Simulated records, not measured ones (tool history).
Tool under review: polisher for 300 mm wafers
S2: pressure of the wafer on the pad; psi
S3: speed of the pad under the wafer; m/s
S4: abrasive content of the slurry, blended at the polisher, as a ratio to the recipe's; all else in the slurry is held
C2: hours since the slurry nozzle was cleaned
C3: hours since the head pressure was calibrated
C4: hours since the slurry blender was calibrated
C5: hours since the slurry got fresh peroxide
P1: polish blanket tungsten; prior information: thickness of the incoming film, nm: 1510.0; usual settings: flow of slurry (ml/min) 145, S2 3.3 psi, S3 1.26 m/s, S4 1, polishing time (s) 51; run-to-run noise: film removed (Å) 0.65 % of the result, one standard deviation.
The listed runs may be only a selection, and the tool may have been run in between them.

{"run": 1, "hour": 4.0, "flow of slurry (ml/min)": 145, "S2": 3.3, "S3": 1.26, "S4": 1, "polishing time (s)": 51, "wafers polished on this pad": 328, "C2": 558.6, "C3": 132.8, "C4": 195.7, "C5": 52.3, "film removed (Å)": 2431.9}
{"run": 2, "hour": 9.2, "flow of slurry (ml/min)": 145, "S2": 3.3, "S3": 1.26, "S4": 1, "polishing time (s)": 23, "wafers polished on this pad": 374, "C2": 563.8, "C3": 138, "C4": 200.9, "C5": 57.5, "film removed (Å)": 1100.1}
{"run": 3, "hour": 12.5, "flow of slurry (ml/min)": 145, "S2": 2.2, "S3": 1.26, "S4": 1, "polishing time (s)": 51, "wafers polished on this pad": 403, "C2": 567.1, "C3": 141.3, "C4": 204.2, "C5": 60.8, "film removed (Å)": 1631.6}
{"run": 4, "hour": 17.6, "flow of slurry (ml/min)": 145, "S2": 4.4, "S3": 1.26, "S4": 1.4, "polishing time (s)": 51, "wafers polished on this pad": 447, "C2": 572.2, "C3": 146.4, "C4": 209.3, "C5": 65.9, "film removed (Å)": 3525.7}
{"run": 5, "hour": 22.5, "flow of slurry (ml/min)": 145, "S2": 3.3, "S3": 1.26, "S4": 1, "polishing time (s)": 51, "wafers polished on this pad": 490, "C2": 577.1, "C3": 151.3, "C4": 214.2, "C5": 70.8, "film removed (Å)": 2446.4}
{"run": 6, "hour": 27.0, "flow of slurry (ml/min)": 145, "S2": 3.3, "S3": 1.26, "S4": 1.5, "polishing time (s)": 51, "wafers polished on this pad": 529, "C2": 581.6, "C3": 155.8, "C4": 218.7, "C5": 75.3, "film removed (Å)": 2698.5}
{"run": 7, "hour": 34.1, "flow of slurry (ml/min)": 145, "S2": 3.3, "S3": 1.62, "S4": 1, "polishing time (s)": 51, "wafers polished on this pad": 591, "C2": 588.7, "C3": 162.9, "C4": 225.8, "C5": 82.4, "film removed (Å)": 3116.9}
{"run": 8, "hour": 38.4, "flow of slurry (ml/min)": 145, "S2": 5, "S3": 1.26, "S4": 1, "polishing time (s)": 51, "wafers polished on this pad": 629, "C2": 593, "C3": 167.2, "C4": 230.1, "C5": 86.7, "film removed (Å)": 3682.2}
{"run": 9, "hour": 44.0, "flow of slurry (ml/min)": 145, "S2": 3.3, "S3": 1.26, "S4": 0.7, "polishing time (s)": 51, "wafers polished on this pad": 678, "C2": 598.6, "C3": 172.8, "C4": 235.7, "C5": 92.3, "film removed (Å)": 2247.1}
{"hour": 45.7, "done": "slurry tank refilled with fresh slurry and peroxide"}
{"run": 10, "hour": 48.2, "flow of slurry (ml/min)": 145, "S2": 3.3, "S3": 1.26, "S4": 1, "polishing time (s)": 68, "wafers polished on this pad": 714, "C2": 602.8, "C3": 177, "C4": 239.9, "C5": 2.6, "film removed (Å)": 3257.7}
{"run": 11, "hour": 52.9, "flow of slurry (ml/min)": 145, "S2": 3.3, "S3": 1.26, "S4": 1, "polishing time (s)": 51, "wafers polished on this pad": 756, "C2": 607.5, "C3": 181.7, "C4": 244.6, "C5": 7.3, "film removed (Å)": 2407.7}
{"run": 12, "hour": 57.6, "flow of slurry (ml/min)": 145, "S2": 3.3, "S3": 0.62, "S4": 0.75, "polishing time (s)": 51, "wafers polished on this pad": 797, "C2": 612.2, "C3": 186.4, "C4": 249.3, "C5": 12, "film removed (Å)": 1114.3}
{"hour": 60.2, "done": "head pressure recalibrated"}
{"run": 13, "hour": 62.4, "flow of slurry (ml/min)": 145, "S2": 3.3, "S3": 1.26, "S4": 1, "polishing time (s)": 51, "wafers polished on this pad": 839, "C2": 617, "C3": 2.3, "C4": 254.1, "C5": 16.8, "film removed (Å)": 2413}
{"run": 14, "hour": 65.8, "flow of slurry (ml/min)": 210, "S2": 3.3, "S3": 1.26, "S4": 1, "polishing time (s)": 51, "wafers polished on this pad": 868, "C2": 620.4, "C3": 5.7, "C4": 257.5, "C5": 20.2, "film removed (Å)": 2546.4}
{"run": 15, "hour": 72.6, "flow of slurry (ml/min)": 145, "S2": 3.3, "S3": 1.26, "S4": 1, "polishing time (s)": 51, "wafers polished on this pad": 928, "C2": 627.2, "C3": 12.5, "C4": 264.3, "C5": 27, "film removed (Å)": 2454.3}
{"run": 16, "hour": 76.6, "flow of slurry (ml/min)": 145, "S2": 3.3, "S3": 0.56, "S4": 1, "polishing time (s)": 51, "wafers polished on this pad": 963, "C2": 631.2, "C3": 16.5, "C4": 268.3, "C5": 31, "film removed (Å)": 1076.3}
{"run": 17, "hour": 82.0, "flow of slurry (ml/min)": 85, "S2": 3.3, "S3": 1.26, "S4": 1, "polishing time (s)": 51, "wafers polished on this pad": 1010, "C2": 636.6, "C3": 21.9, "C4": 273.7, "C5": 36.4, "film removed (Å)": 2167.4}
{"run": 18, "hour": 85.7, "flow of slurry (ml/min)": 145, "S2": 3.3, "S3": 1.26, "S4": 1, "polishing time (s)": 51, "wafers polished on this pad": 1042, "C2": 640.3, "C3": 25.6, "C4": 277.4, "C5": 40.1, "film removed (Å)": 2421.3}
{"run": 19, "hour": 88.9, "flow of slurry (ml/min)": 145, "S2": 3.3, "S3": 1.26, "S4": 1, "polishing time (s)": 51, "wafers polished on this pad": 1070, "C2": 643.5, "C3": 28.8, "C4": 280.6, "C5": 43.3, "film removed (Å)": 2390}
{"run": 20, "hour": 93.6, "flow of slurry (ml/min)": 145, "S2": 3.3, "S3": 1.26, "S4": 1, "polishing time (s)": 51, "wafers polished on this pad": 1111, "C2": 648.2, "C3": 33.5, "C4": 285.3, "C5": 48, "film removed (Å)": 2298.4}
{"run": 21, "hour": 97.4, "flow of slurry (ml/min)": 145, "S2": 3.3, "S3": 1.26, "S4": 1, "polishing time (s)": 51, "wafers polished on this pad": 1144, "C2": 652, "C3": 37.3, "C4": 289.1, "C5": 51.8, "film removed (Å)": 2264.2}
{"run": 22, "hour": 103.5, "flow of slurry (ml/min)": 145, "S2": 3.3, "S3": 1.26, "S4": 1, "polishing time (s)": 51, "wafers polished on this pad": 1198, "C2": 658.1, "C3": 43.4, "C4": 295.2, "C5": 57.9, "film removed (Å)": 2244.6}
{"hour": 107.2, "done": "head pressure recalibrated"}
{"run": 23, "hour": 108.5, "flow of slurry (ml/min)": 145, "S2": 3.3, "S3": 1.26, "S4": 1, "polishing time (s)": 51, "wafers polished on this pad": 1241, "C2": 663.1, "C3": 1.4, "C4": 300.2, "C5": 62.9, "film removed (Å)": 2222.3}
{"hour": 109.7, "done": "slurry blender recalibrated"}
{"run": 24, "hour": 113.5, "flow of slurry (ml/min)": 145, "S2": 3.3, "S3": 1.26, "S4": 1, "polishing time (s)": 51, "wafers polished on this pad": 1285, "C2": 668.1, "C3": 6.4, "C4": 3.8, "C5": 67.9, "film removed (Å)": 2206.6}
{"run": 25, "hour": 119.1, "flow of slurry (ml/min)": 145, "S2": 3.3, "S3": 1.26, "S4": 1, "polishing time (s)": 51, "wafers polished on this pad": 1334, "C2": 673.7, "C3": 12, "C4": 9.4, "C5": 73.5, "film removed (Å)": 2178.8}
{"hour": 120.1, "done": "worn pad replaced by a new one"}
{"run": 26, "hour": 123.2, "flow of slurry (ml/min)": 145, "S2": 3.3, "S3": 1.26, "S4": 1, "polishing time (s)": 51, "wafers polished on this pad": 27, "C2": 677.8, "C3": 16.1, "C4": 13.5, "C5": 77.6, "film removed (Å)": 2218.7}
{"run": 27, "hour": 127.4, "flow of slurry (ml/min)": 145, "S2": 3.3, "S3": 1.26, "S4": 1, "polishing time (s)": 51, "wafers polished on this pad": 64, "C2": 682, "C3": 20.3, "C4": 17.7, "C5": 81.8, "film removed (Å)": 2170.3}
{"run": 28, "hour": 131.3, "flow of slurry (ml/min)": 145, "S2": 3.3, "S3": 1.26, "S4": 1, "polishing time (s)": 51, "wafers polished on this pad": 98, "C2": 685.9, "C3": 24.2, "C4": 21.6, "C5": 85.7, "film removed (Å)": 2191.8}

Run 29 has not been measured yet. What should we expect?
{"run": 29, "hour": 134.7, "flow of slurry (ml/min)": 145, "S2": 3.3, "S3": 1.26, "S4": 1, "polishing time (s)": 51, "wafers polished on this pad": 128, "C2": 689.3, "C3": 27.6, "C4": 25, "C5": 89.1, "film removed (Å)": "?"}

film removed (Å): 2169.6
